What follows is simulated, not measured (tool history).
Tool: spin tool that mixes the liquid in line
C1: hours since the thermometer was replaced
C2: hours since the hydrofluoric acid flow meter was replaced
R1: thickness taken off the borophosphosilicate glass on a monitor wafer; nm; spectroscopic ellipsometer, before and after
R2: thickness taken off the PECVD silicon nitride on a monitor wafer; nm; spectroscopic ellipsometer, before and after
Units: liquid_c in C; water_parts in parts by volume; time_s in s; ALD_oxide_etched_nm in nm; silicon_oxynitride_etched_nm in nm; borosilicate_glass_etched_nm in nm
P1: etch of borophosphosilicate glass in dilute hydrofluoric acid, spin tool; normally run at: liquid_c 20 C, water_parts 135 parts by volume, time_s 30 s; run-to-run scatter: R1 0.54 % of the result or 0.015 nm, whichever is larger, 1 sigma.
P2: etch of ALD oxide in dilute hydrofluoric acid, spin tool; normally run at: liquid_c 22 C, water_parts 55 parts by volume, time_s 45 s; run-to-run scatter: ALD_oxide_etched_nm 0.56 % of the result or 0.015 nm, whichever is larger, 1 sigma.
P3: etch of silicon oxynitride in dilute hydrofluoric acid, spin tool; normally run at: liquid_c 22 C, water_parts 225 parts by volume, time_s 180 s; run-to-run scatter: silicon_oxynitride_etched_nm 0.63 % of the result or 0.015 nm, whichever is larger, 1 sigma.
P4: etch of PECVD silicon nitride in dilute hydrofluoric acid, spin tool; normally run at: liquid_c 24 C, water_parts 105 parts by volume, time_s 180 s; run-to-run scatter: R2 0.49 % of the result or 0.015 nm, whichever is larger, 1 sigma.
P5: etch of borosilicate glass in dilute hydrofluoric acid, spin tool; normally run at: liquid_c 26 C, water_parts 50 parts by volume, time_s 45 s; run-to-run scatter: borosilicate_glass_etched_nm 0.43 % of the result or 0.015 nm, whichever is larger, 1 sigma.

{"run": 1, "hour": 8.5, "process": "P1", "liquid_c": 20, "water_parts": 135, "time_s": 30, "C1": 118.8, "C2": 421.6, "R1": 6.7675}
{"run": 2, "hour": 18.0, "process": "P4", "liquid_c": 24, "water_parts": 170, "time_s": 180, "C1": 128.3, "C2": 431.1, "R2": 4.4327}
{"run": 3, "hour": 30.1, "process": "P2", "liquid_c": 22, "water_parts": 55, "time_s": 45, "C1": 140.4, "C2": 443.2, "ALD_oxide_etched_nm": 22.479}
{"hour": 39.9, "done": "thermometer replaced"}
{"run": 4, "hour": 43.1, "process": "P4", "liquid_c": 24, "water_parts": 105, "time_s": 180, "C1": 3.2, "C2": 456.2, "R2": 7.2063}
{"run": 5, "hour": 53.3, "process": "P4", "liquid_c": 24, "water_parts": 105, "time_s": 320, "C1": 13.4, "C2": 466.4, "R2": 12.692}
{"run": 6, "hour": 64.7, "process": "P1", "liquid_c": 20, "water_parts": 135, "time_s": 30, "C1": 24.8, "C2": 477.8, "R1": 6.813}
{"run": 7, "hour": 74.2, "process": "P1", "liquid_c": 26.5, "water_parts": 135, "time_s": 30, "C1": 34.3, "C2": 487.3, "R1": 8.615}
{"run": 8, "hour": 85.0, "process": "P1", "liquid_c": 17, "water_parts": 225, "time_s": 30, "C1": 45.1, "C2": 498.1, "R1": 3.3087}
{"run": 9, "hour": 97.4, "process": "P3", "liquid_c": 17, "water_parts": 225, "time_s": 180, "C1": 57.5, "C2": 510.5, "silicon_oxynitride_etched_nm": 2.5604}
{"run": 10, "hour": 109.4, "process": "P3", "liquid_c": 22, "water_parts": 400, "time_s": 180, "C1": 69.5, "C2": 522.5, "silicon_oxynitride_etched_nm": 1.6204}
{"run": 11, "hour": 122.8, "process": "P5", "liquid_c": 26, "water_parts": 20, "time_s": 45, "C1": 82.9, "C2": 535.9, "borosilicate_glass_etched_nm": 53.685}
{"run": 12, "hour": 134.3, "process": "P5", "liquid_c": 26, "water_parts": 50, "time_s": 85, "C1": 94.4, "C2": 547.4, "borosilicate_glass_etched_nm": 38.469}
{"hour": 134.7, "done": "hydrofluoric acid flow meter replaced"}
{"run": 13, "hour": 143.9, "process": "P1", "liquid_c": 20, "water_parts": 65, "time_s": 30, "C1": 104, "C2": 9.3, "R1": 15.187}
{"run": 14, "hour": 153.3, "process": "P2", "liquid_c": 22, "water_parts": 20, "time_s": 45, "C1": 113.4, "C2": 18.7, "ALD_oxide_etched_nm": 64.918}
{"run": 15, "hour": 165.1, "process": "P1", "liquid_c": 20, "water_parts": 135, "time_s": 30, "C1": 125.2, "C2": 30.5, "R1": 6.7384}
{"run": 16, "hour": 177.2, "process": "P4", "liquid_c": 19, "water_parts": 105, "time_s": 180, "C1": 137.3, "C2": 42.6, "R2": 5.1132}
{"run": 17, "hour": 187.0, "process": "P1", "liquid_c": 20, "water_parts": 135, "time_s": 30, "C1": 147.1, "C2": 52.4, "R1": 6.7724}
{"run": 18, "hour": 197.4, "process": "P3", "liquid_c": 22, "water_parts": 225, "time_s": 180, "C1": 157.5, "C2": 62.8, "silicon_oxynitride_etched_nm": 3.2742}
{"run": 19, "hour": 209.2, "process": "P5", "liquid_c": 26, "water_parts": 50, "time_s": 45, "C1": 169.3, "C2": 74.6, "borosilicate_glass_etched_nm": 20.589}
{"run": 20, "hour": 217.6, "process": "P3", "liquid_c": 22, "water_parts": 225, "time_s": 180, "C1": 177.7, "C2": 83, "silicon_oxynitride_etched_nm": 3.219}
{"run": 21, "hour": 229.9, "process": "P1", "liquid_c": 20, "water_parts": 135, "time_s": 30, "C1": 190, "C2": 95.3, "R1": 6.8021}
{"run": 22, "hour": 239.6, "process": "P1", "liquid_c": 20, "water_parts": 75, "time_s": 50, "C1": 199.7, "C2": 105, "R1": 21.753}
{"run": 23, "hour": 251.5, "process": "P1", "liquid_c": 20, "water_parts": 245, "time_s": 30, "C1": 211.6, "C2": 116.9, "R1": 3.3479}
{"run": 24, "hour": 264.8, "process": "P5", "liquid_c": 34, "water_parts": 50, "time_s": 45, "C1": 224.9, "C2": 130.2, "borosilicate_glass_etched_nm": 28.06}
{"run": 25, "hour": 275.6, "process": "P2", "liquid_c": 22, "water_parts": 55, "time_s": 75, "C1": 235.7, "C2": 141, "ALD_oxide_etched_nm": 37.207}
{"run": 26, "hour": 287.9, "process": "P1", "liquid_c": 20, "water_parts": 135, "time_s": 15, "C1": 248, "C2": 153.3, "R1": 3.3817}
{"run": 27, "hour": 296.2, "process": "P2", "liquid_c": 17, "water_parts": 55, "time_s": 45, "C1": 256.3, "C2": 161.6, "ALD_oxide_etched_nm": 18.115}
{"run": 28, "hour": 303.9, "process": "P2", "liquid_c": 22, "water_parts": 55, "time_s": 45, "C1": 264, "C2": 169.3, "ALD_oxide_etched_nm": 22.601}
{"run": 29, "hour": 316.6, "process": "P1", "liquid_c": 17, "water_parts": 135, "time_s": 30, "C1": 276.7, "C2": 182, "R1": 6.0457}
{"run": 30, "hour": 329.0, "process": "P1", "liquid_c": 20, "water_parts": 135, "time_s": 55, "C1": 289.1, "C2": 194.4, "R1": 12.414}
{"run": 31, "hour": 337.3, "process": "P3", "liquid_c": 22, "water_parts": 225, "time_s": 20, "C1": 297.4, "C2": 202.7, "silicon_oxynitride_etched_nm": 0.35353}
{"run": 32, "hour": 349.6, "process": "P1", "liquid_c": 20, "water_parts": 135, "time_s": 30, "C1": 309.7, "C2": 215, "R1": 6.7609}
{"run": 33, "hour": 359.8, "process": "P1", "liquid_c": 20, "water_parts": 135, "time_s": 30, "C1": 319.9, "C2": 225.2, "R1": 7.0876}
{"run": 34, "hour": 374.5, "process": "P1", "liquid_c": 20, "water_parts": 135, "time_s": 30, "C1": 334.6, "C2": 239.9, "R1": 7.2747}
{"run": 35, "hour": 384.0, "process": "P1", "liquid_c": 20, "water_parts": 135, "time_s": 30, "C1": 344.1, "C2": 249.4, "R1": 7.2224}
{"run": 36, "hour": 394.0, "process": "P1", "liquid_c": 20, "water_parts": 135, "time_s": 30, "C1": 354.1, "C2": 259.4, "R1": 7.3601}
{"run": 37, "hour": 401.0, "process": "P1", "liquid_c": 20, "water_parts": 135, "time_s": 30, "C1": 361.1, "C2": 266.4, "R1": 7.3765}
{"run": 38, "hour": 410.6, "process": "P1", "liquid_c": 20, "water_parts": 135, "time_s": 30, "C1": 370.7, "C2": 276, "R1": 7.3661}
{"run": 39, "hour": 418.6, "process": "P1", "liquid_c": 20, "water_parts": 135, "time_s": 30, "C1": 378.7, "C2": 284, "R1": 7.4494}
{"run": 40, "hour": 425.5, "process": "P1", "liquid_c": 20, "water_parts": 135, "time_s": 30, "C1": 385.6, "C2": 290.9, "R1": 7.4054}

What P1 gives has crept away from where it was. These 2 causes fit the log equally well, each at the size given:
A: hydrofluoric acid flow above the setpoint (%) = 8.45
B: liquid hotter than its thermometer reads (K) = 2.33
The creep began at about hour 349.6.

4 check runs are offered, one wafer each, their results left as question marks. Which one tells the causes apart?
{"run": "check 1", "hour": 432.4, "process": "P5", "liquid_c": 26, "water_parts": 50, "time_s": 45, "borosilicate_glass_etched_nm": "?"}
{"run": "check 2", "hour": 432.4, "process": "P2", "liquid_c": 22, "water_parts": 55, "time_s": 45, "ALD_oxide_etched_nm": "?"}
{"run": "check 3", "hour": 432.4, "process": "P4", "liquid_c": 24, "water_parts": 105, "time_s": 180, "R2": "?"}
{"run": "check 4", "hour": 432.4, "process": "P3", "liquid_c": 22, "water_parts": 225, "time_s": 180, "silicon_oxynitride_etched_nm": "?"}

What each check would give under each cause:
check=check_1 result=borosilicate_glass_etched_nm if_A=22.434 if_B=22.588
check=check_2 result=ALD_oxide_etched_nm if_A=24.692 if_B=24.928
check=check_3 result=R2 if_A=7.792 if_B=8.3711
check=check_4 result=silicon_oxynitride_etched_nm if_A=3.555 if_B=3.5916
How far apart the two closest causes lie, in the result that separates them most: check 1 0.69 %; check 2 0.95 %; check 3 7.17 %; check 4 1.02 %
Only check 3 tells the causes apart: in the others they would give nearly the same result.

Check 3 was then run and gave: R2 7.7394 nm. Which cause is it?

It is A: hydrofluoric acid flow above the setpoint (%).
